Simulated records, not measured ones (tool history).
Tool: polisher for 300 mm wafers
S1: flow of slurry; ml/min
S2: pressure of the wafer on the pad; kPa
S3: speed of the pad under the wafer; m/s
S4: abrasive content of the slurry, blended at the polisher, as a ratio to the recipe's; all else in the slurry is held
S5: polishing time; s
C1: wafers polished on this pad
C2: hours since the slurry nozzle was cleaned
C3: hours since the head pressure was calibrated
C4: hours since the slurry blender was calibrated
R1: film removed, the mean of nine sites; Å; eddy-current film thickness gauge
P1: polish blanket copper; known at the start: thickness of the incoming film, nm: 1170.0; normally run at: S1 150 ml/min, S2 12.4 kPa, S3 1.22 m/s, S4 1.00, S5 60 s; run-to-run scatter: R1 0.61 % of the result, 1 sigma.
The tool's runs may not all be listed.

run	hour	S1	S2	S3	S4	S5	C1	C2	C3	C4	R1
1	5.6	150	12.4	1.22	1.00	60	987	226.0	547.7	159.2	1585.60
2	10.1	150	15.9	1.22	0.65	60	1019	230.5	552.2	163.7	1863.30
3	13.3	150	16.5	1.22	1.00	60	1041	233.7	555.4	166.9	2101.60
# hour 15.1: head pressure recalibrated
4	16.4	150	12.4	0.54	1.00	60	1063	236.8	1.4	170.0	699.49
5	22.1	150	12.4	1.22	1.00	60	1104	242.5	7.1	175.7	1597.50
6	26.2	150	12.4	1.22	0.65	60	1133	246.6	11.2	179.8	1471.00
7	31.1	150	12.4	1.68	0.55	60	1168	251.5	16.1	184.7	1920.70
8	35.6	90	12.4	1.22	1.00	60	1200	256.0	20.6	189.2	1420.50
9	41.0	150	12.4	1.22	1.00	88	1238	261.4	26.0	194.6	2338.60
# hour 46.6: slurry blender recalibrated
10	46.8	150	12.4	1.22	1.00	60	1279	267.2	31.8	0.2	1588.90
11	53.0	150	12.4	1.22	1.00	42	1323	273.4	38.0	6.4	1118.50
12	59.0	150	12.4	1.22	1.00	60	1366	279.4	44.0	12.4	1590.40
13	64.0	150	12.4	1.22	1.00	60	1402	284.4	49.0	17.4	1598.80
14	67.5	150	12.4	1.22	1.20	46	1426	287.9	52.5	20.9	1266.00
15	72.8	150	7.6	1.22	1.00	60	1464	293.2	57.8	26.2	960.50
16	77.2	150	12.4	1.62	1.00	60	1495	297.6	62.2	30.6	2077.10
17	82.3	150	12.4	1.22	1.50	60	1532	302.7	67.3	35.7	1737.40
18	87.4	235	12.4	1.22	1.00	60	1568	307.8	72.4	40.8	1690.80
19	90.2	150	12.4	1.22	1.00	60	1588	310.6	75.2	43.6	1584.30
20	94.4	150	12.4	1.22	1.00	60	1617	314.8	79.4	47.8	1537.10
21	99.5	150	12.4	1.22	1.00	60	1654	319.9	84.5	52.9	1499.40
# hour 101.0: worn pad replaced by a new one
22	102.9	150	12.4	1.22	1.00	60	14	323.3	87.9	56.3	1490.80
23	107.3	150	12.4	1.22	1.00	60	45	327.7	92.3	60.7	1490.40
24	110.0	150	12.4	1.22	1.00	60	64	330.4	95.0	63.4	1478.20
# hour 111.0: slurry blender recalibrated
25	115.4	150	12.4	1.22	1.00	60	102	335.8	100.4	4.4	1469.50
26	120.8	150	12.4	1.22	1.00	60	141	341.2	105.8	9.8	1462.80

What P1 gives has crept away from where it was. These 2 causes fit the log equally well, each at the size given:
A: slurry flow missing at the pad, % = 31.7
B: head's pressure below its setpoint, % = 7.53
The creep began at about hour 90.2.
Why every other cause is out:
removal rate lost through wear of the pad, %: serviced at hour 101.0, which brought nothing back
abrasive missing from the slurry, %: serviced at hour 111.0, which brought nothing back

4 check runs are offered, each on 3 wafers whose results are averaged, their results left as question marks. Which one tells the causes apart?
check 1	126.2	150	12.4	1.22	1.45	60					?
check 2	126.2	150	12.4	1.22	1.00	43					?
check 3	126.2	150	12.4	0.66	1.00	84					?
check 4	126.2	230	12.4	1.22	1.00	48					?

What each check would give under each cause:
check	result	if A	if B
check 1	R1	1593.80	1594.00
check 2	R1	1052.90	1053.10
check 3	R1	1112.80	1112.90
check 4	R1	1281.20	1249.00
How far apart the two closest causes lie, in the result that separates them most: check 1 0.01 %; check 2 0.01 %; check 3 0.01 %; check 4 2.54 %
Check 4 tells the causes apart: in the others they would give nearly the same result.

Then check 4 was run and gave: R1 1248.50 Å. Which cause is it?

It is B: head's pressure below its setpoint, %.
